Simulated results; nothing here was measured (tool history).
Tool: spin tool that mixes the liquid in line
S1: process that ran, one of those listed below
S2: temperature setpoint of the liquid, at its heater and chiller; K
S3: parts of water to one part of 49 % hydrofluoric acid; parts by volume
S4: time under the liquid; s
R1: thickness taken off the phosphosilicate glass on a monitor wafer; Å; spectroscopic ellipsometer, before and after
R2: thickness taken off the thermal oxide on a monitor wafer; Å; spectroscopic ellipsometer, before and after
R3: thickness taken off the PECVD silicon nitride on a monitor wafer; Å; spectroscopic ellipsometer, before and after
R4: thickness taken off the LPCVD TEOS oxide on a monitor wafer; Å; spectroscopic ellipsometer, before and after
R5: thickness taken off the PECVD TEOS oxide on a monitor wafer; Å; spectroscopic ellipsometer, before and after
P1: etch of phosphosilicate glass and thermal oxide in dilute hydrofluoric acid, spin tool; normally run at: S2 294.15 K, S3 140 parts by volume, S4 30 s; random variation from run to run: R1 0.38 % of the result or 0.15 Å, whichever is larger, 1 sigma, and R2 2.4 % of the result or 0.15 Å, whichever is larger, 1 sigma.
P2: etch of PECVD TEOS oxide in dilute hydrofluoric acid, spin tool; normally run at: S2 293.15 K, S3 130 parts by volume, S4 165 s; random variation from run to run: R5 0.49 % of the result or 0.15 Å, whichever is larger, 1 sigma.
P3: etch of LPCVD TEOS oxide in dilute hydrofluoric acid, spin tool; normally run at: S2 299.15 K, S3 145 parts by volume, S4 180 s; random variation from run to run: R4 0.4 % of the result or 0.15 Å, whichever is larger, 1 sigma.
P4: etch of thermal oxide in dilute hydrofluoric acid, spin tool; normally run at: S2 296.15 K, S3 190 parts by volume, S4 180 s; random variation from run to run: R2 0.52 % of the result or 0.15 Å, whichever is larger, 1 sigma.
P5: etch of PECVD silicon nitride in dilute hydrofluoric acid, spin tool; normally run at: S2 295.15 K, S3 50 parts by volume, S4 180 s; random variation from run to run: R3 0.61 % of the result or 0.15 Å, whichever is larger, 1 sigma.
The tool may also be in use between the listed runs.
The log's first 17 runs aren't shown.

run	hour	S1	S2	S3	S4	R1	R2	R3	R4	R5
18	236.1	P4	296.15	190	180		38.857			
19	245.2	P3	299.15	145	180				289.23	
20	257.8	P1	294.15	140	30	186.14	8.7959			
21	271.6	P1	294.15	60	15	238.29	10.654			
22	287.2	P3	299.15	145	180				290.12	
23	297.9	P1	290.15	140	30	158.56	7.6162			
24	305.5	P1	294.15	140	30	186.9	8.7234			
25	319.1	P5	295.15	50	295			86.07		
26	328.2	P1	294.15	140	30	186.72	8.6138			
27	341.9	P3	299.15	145	355				567.22	
28	357.3	P4	296.15	190	180		38.417			
29	369.4	P2	293.15	130	300					183.38
30	385.2	P2	293.15	200	165					60.661

The next listed run, before its measurement:
31	401.3	P4	296.15	120	180		?			

Run 31 gave R2 65.726 Å.

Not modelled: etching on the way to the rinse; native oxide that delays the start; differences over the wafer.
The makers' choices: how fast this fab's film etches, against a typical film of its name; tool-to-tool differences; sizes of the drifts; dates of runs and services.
